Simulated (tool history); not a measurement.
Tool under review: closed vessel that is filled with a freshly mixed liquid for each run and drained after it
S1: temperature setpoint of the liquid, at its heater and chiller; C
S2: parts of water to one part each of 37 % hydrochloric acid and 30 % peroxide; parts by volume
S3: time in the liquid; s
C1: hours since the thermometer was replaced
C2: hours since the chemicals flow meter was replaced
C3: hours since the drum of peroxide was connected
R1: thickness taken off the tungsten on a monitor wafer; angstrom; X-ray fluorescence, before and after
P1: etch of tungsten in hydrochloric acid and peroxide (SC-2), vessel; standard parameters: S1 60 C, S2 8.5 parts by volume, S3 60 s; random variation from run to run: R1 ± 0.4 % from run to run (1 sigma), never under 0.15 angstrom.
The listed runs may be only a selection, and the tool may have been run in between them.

{"run": 1, "hour": 18.3, "S1": 60, "S2": 8.5, "S3": 60, "C1": 1654.9, "C2": 336.4, "C3": 1018.1, "R1": 459.7}
{"run": 2, "hour": 31.7, "S1": 60, "S2": 4, "S3": 60, "C1": 1668.3, "C2": 349.8, "C3": 1031.5, "R1": 809.03}
{"hour": 34.4, "done": "chemicals flow meter replaced"}
{"hour": 36.4, "done": "new drum of peroxide connected"}
{"run": 3, "hour": 49.0, "S1": 69, "S2": 8.5, "S3": 60, "C1": 1685.6, "C2": 14.6, "C3": 12.6, "R1": 794.68}
{"run": 4, "hour": 65.6, "S1": 60, "S2": 12, "S3": 60, "C1": 1702.2, "C2": 31.2, "C3": 29.2, "R1": 344.88}
{"run": 5, "hour": 74.3, "S1": 60, "S2": 8.5, "S3": 60, "C1": 1710.9, "C2": 39.9, "C3": 37.9, "R1": 460.12}
{"run": 6, "hour": 86.6, "S1": 60, "S2": 8.5, "S3": 60, "C1": 1723.2, "C2": 52.2, "C3": 50.2, "R1": 461.39}
{"run": 7, "hour": 100.0, "S1": 60, "S2": 8.5, "S3": 30, "C1": 1736.6, "C2": 65.6, "C3": 63.6, "R1": 230.39}
{"run": 8, "hour": 116.1, "S1": 72, "S2": 5.5, "S3": 60, "C1": 1752.7, "C2": 81.7, "C3": 79.7, "R1": 1330.1}
{"run": 9, "hour": 124.5, "S1": 60, "S2": 8.5, "S3": 60, "C1": 1761.1, "C2": 90.1, "C3": 88.1, "R1": 462.13}
{"run": 10, "hour": 137.3, "S1": 60, "S2": 8.5, "S3": 60, "C1": 1773.9, "C2": 102.9, "C3": 100.9, "R1": 459.61}
{"run": 11, "hour": 156.2, "S1": 50.5, "S2": 4.5, "S3": 60, "C1": 1792.8, "C2": 121.8, "C3": 119.8, "R1": 406.11}
{"run": 12, "hour": 169.1, "S1": 60, "S2": 8.5, "S3": 115, "C1": 1805.7, "C2": 134.7, "C3": 132.7, "R1": 874.89}
{"run": 13, "hour": 178.7, "S1": 60, "S2": 8.5, "S3": 60, "C1": 1815.3, "C2": 144.3, "C3": 142.3, "R1": 457.72}
{"run": 14, "hour": 192.1, "S1": 45, "S2": 8.5, "S3": 60, "C1": 1828.7, "C2": 157.7, "C3": 155.7, "R1": 172.77}
{"run": 15, "hour": 209.9, "S1": 60, "S2": 8.5, "S3": 60, "C1": 1846.5, "C2": 175.5, "C3": 173.5, "R1": 459.91}
{"run": 16, "hour": 222.5, "S1": 60, "S2": 8.5, "S3": 60, "C1": 1859.1, "C2": 188.1, "C3": 186.1, "R1": 474.11}
{"run": 17, "hour": 231.3, "S1": 60, "S2": 8.5, "S3": 60, "C1": 1867.9, "C2": 196.9, "C3": 194.9, "R1": 483.28}
{"run": 18, "hour": 242.0, "S1": 60, "S2": 8.5, "S3": 60, "C1": 1878.6, "C2": 207.6, "C3": 205.6, "R1": 485.35}
{"run": 19, "hour": 255.1, "S1": 60, "S2": 8.5, "S3": 60, "C1": 1891.7, "C2": 220.7, "C3": 218.7, "R1": 491.63}
{"run": 20, "hour": 270.0, "S1": 60, "S2": 8.5, "S3": 60, "C1": 1906.6, "C2": 235.6, "C3": 233.6, "R1": 495.23}
{"run": 21, "hour": 282.5, "S1": 60, "S2": 8.5, "S3": 60, "C1": 1919.1, "C2": 248.1, "C3": 246.1, "R1": 493.23}
{"run": 22, "hour": 293.5, "S1": 60, "S2": 8.5, "S3": 60, "C1": 1930.1, "C2": 259.1, "C3": 257.1, "R1": 496.06}
{"run": 23, "hour": 307.5, "S1": 60, "S2": 8.5, "S3": 60, "C1": 1944.1, "C2": 273.1, "C3": 271.1, "R1": 497.74}
{"run": 24, "hour": 325.2, "S1": 60, "S2": 8.5, "S3": 60, "C1": 1961.8, "C2": 290.8, "C3": 288.8, "R1": 500.16}

Something has made what P1 gives creep away from where it was; the 2 causes below, each at its own stated size, fit the log equally well:
A: chemicals flow above the setpoint (%) = 10.2
B: liquid hotter than its thermometer reads (K) = 1.25
At approximately hour 209.9, the process output began to creep.
Every other cause this tool's parts could produce, and why it does not fit the log:
peroxide weaker than its label (%): capped at 8; at that size R1 would change by -7.3 %, too little to explain the creep or opposite to it

Which of the 4 check runs listed below, each an average over 2 wafers with its results shown as question marks, gives clearly different results under the different listed causes?
{"run": "check 1", "hour": 342.9, "S1": 66.5, "S2": 8.5, "S3": 60, "R1": "?"}
{"run": "check 2", "hour": 342.9, "S1": 60, "S2": 11, "S3": 115, "R1": "?"}
{"run": "check 3", "hour": 342.9, "S1": 48.5, "S2": 4, "S3": 60, "R1": "?"}
{"run": "check 4", "hour": 342.9, "S1": 45.5, "S2": 12, "S3": 60, "R1": "?"}

What every check run would give for each of its results, assuming each possible cause in turn:
check=check_1 result=R1 if_A=743.22 if_B=741.18
check=check_2 result=R1 if_A=774.08 if_B=771.44
check=check_3 result=R1 if_A=407.14 if_B=415.43
check=check_4 result=R1 if_A=145.05 if_B=145.44
Gap, in per cent, between the two causes that each check separates least, read from the result that separates them most: check 1 0.27 %; check 2 0.34 %; check 3 2.01 %; check 4 0.27 %
Of the check runs offered, only check 3 discriminates between the causes; the rest would read about the same regardless of which cause applies.

Here is what check 3 returned: R1 415.91 angstrom. Which cause is it?

It is B: liquid hotter than its thermometer reads (K).
